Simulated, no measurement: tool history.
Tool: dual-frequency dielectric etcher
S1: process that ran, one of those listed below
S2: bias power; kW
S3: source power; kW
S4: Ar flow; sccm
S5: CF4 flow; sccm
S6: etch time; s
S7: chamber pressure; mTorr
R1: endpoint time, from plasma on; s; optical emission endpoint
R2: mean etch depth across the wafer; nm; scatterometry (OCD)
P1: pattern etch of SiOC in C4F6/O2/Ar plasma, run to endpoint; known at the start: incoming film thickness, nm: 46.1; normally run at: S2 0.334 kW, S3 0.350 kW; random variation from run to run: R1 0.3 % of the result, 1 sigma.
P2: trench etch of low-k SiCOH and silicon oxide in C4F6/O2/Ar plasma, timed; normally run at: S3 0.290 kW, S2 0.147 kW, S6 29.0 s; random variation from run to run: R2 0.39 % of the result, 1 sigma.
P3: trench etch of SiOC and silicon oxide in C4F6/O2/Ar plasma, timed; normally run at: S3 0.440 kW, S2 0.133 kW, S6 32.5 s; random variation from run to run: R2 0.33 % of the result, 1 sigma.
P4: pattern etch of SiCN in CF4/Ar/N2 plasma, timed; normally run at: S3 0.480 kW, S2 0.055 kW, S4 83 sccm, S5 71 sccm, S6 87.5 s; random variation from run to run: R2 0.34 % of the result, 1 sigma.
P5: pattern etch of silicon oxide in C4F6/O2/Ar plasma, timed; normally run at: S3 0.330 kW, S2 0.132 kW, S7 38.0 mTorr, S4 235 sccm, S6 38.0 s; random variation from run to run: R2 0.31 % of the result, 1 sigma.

run,hour,S1,S2,S3,S4,S5,S6,S7,R1,R2
1,6.1,P1,0.334,0.350,,,,,19.064,
2,10.8,P1,0.334,0.490,,,,,16.905,
3,16.8,P1,0.334,0.350,,,,,19.178,
4,20.2,P4,0.055,0.480,83,71,87.5,,,74.374
5,24.5,P3,0.168,0.440,,,32.5,,,65.001
6,29.3,P3,0.133,0.440,,,48.5,,,90.245
7,33.0,P2,0.147,0.220,,,29.0,,,65.110
8,36.4,P1,0.444,0.350,,,,,17.247,
9,40.6,P2,0.147,0.290,,,35.0,,,87.225
10,43.8,P5,0.132,0.330,235,,38.0,27.5,,107.140
11,47.7,P1,0.463,0.490,,,,,15.093,
12,51.1,P5,0.132,0.200,235,,38.0,38.0,,84.098
13,58.0,P2,0.147,0.290,,,29.0,,,72.501
14,63.7,P4,0.055,0.330,83,71,87.5,,,53.526
15,68.0,P1,0.334,0.350,,,,,19.167,
16,71.6,P3,0.133,0.440,,,32.5,,,60.678
17,78.3,P1,0.468,0.440,,,,,15.589,
18,81.9,P4,0.055,0.480,83,71,87.5,,,74.461
19,85.7,P1,0.334,0.230,,,,,22.442,
20,92.4,P2,0.108,0.290,,,29.0,,,66.002
21,95.5,P4,0.068,0.480,83,71,87.5,,,80.049
22,98.7,P4,0.055,0.480,83,71,68.0,,,58.043
23,103.4,P5,0.132,0.330,153,,38.0,38.0,,108.170
24,108.7,P5,0.159,0.330,235,,38.0,38.0,,108.730
25,112.8,P3,0.133,0.300,,,32.5,,,52.112
26,119.6,P5,0.132,0.330,235,,38.0,38.0,,103.110
27,126.4,P1,0.334,0.350,,,,,19.184,
28,130.5,P1,0.334,0.350,,,,,19.127,
29,137.3,P1,0.228,0.350,,,,,21.775,
30,143.3,P1,0.334,0.350,,,,,19.146,
31,147.2,P4,0.055,0.480,83,94,87.5,,,77.830
32,150.6,P4,0.055,0.480,50,71,87.5,,,80.295
33,155.9,P5,0.132,0.330,235,,21.5,38.0,,58.480
34,159.6,P2,0.147,0.290,,,29.0,,,72.896
35,162.8,P1,0.334,0.350,,,,,19.006,
36,168.6,P1,0.334,0.350,,,,,19.052,
37,175.4,P1,0.334,0.350,,,,,18.877,
38,181.4,P1,0.334,0.350,,,,,18.967,
39,187.5,P1,0.334,0.350,,,,,18.924,
40,191.8,P1,0.334,0.350,,,,,18.883,
# hour 193.0: wet clean of the chamber
41,198.7,P1,0.334,0.350,,,,,18.833,
42,203.7,P1,0.334,0.350,,,,,18.892,
43,210.3,P1,0.334,0.350,,,,,18.974,
44,216.2,P1,0.334,0.350,,,,,18.879,

What P1 gives has crept away from where it was. These 2 causes fit the log equally well, each at the size given:
A: bias power that arrives over what is set, % = 4.35
B: source power that arrives over what is set, % = 4.1
The creep began at about hour 162.8.
Why every other cause is out:
chamber walls in a state that raises the etch rate, %: serviced at hour 193.0, which brought nothing back

4 check runs are offered, each on 2 wafers whose results are averaged, their results left as question marks. Which one tells the causes apart?
check 1,222.1,P4,0.055,0.480,83,71,87.5,,,?
check 2,222.1,P3,0.133,0.440,,,32.5,,,?
check 3,222.1,P2,0.147,0.290,,,29.0,,,?
check 4,222.1,P5,0.132,0.330,235,,38.0,38.0,,?

What each check would give under each cause:
check,result,if A,if B
check 1,R2,75.485,77.184
check 2,R2,61.436,61.648
check 3,R2,73.399,73.583
check 4,R2,104.370,104.700
How far apart the two closest causes lie, in the result that separates them most: check 1 2.23 %; check 2 0.35 %; check 3 0.25 %; check 4 0.31 %
Only check 1 tells the causes apart: in the others they would give nearly the same result.

Check 1 was then run and gave: R2 75.544 nm. Which cause is it?

It is A: bias power that arrives over what is set, %.

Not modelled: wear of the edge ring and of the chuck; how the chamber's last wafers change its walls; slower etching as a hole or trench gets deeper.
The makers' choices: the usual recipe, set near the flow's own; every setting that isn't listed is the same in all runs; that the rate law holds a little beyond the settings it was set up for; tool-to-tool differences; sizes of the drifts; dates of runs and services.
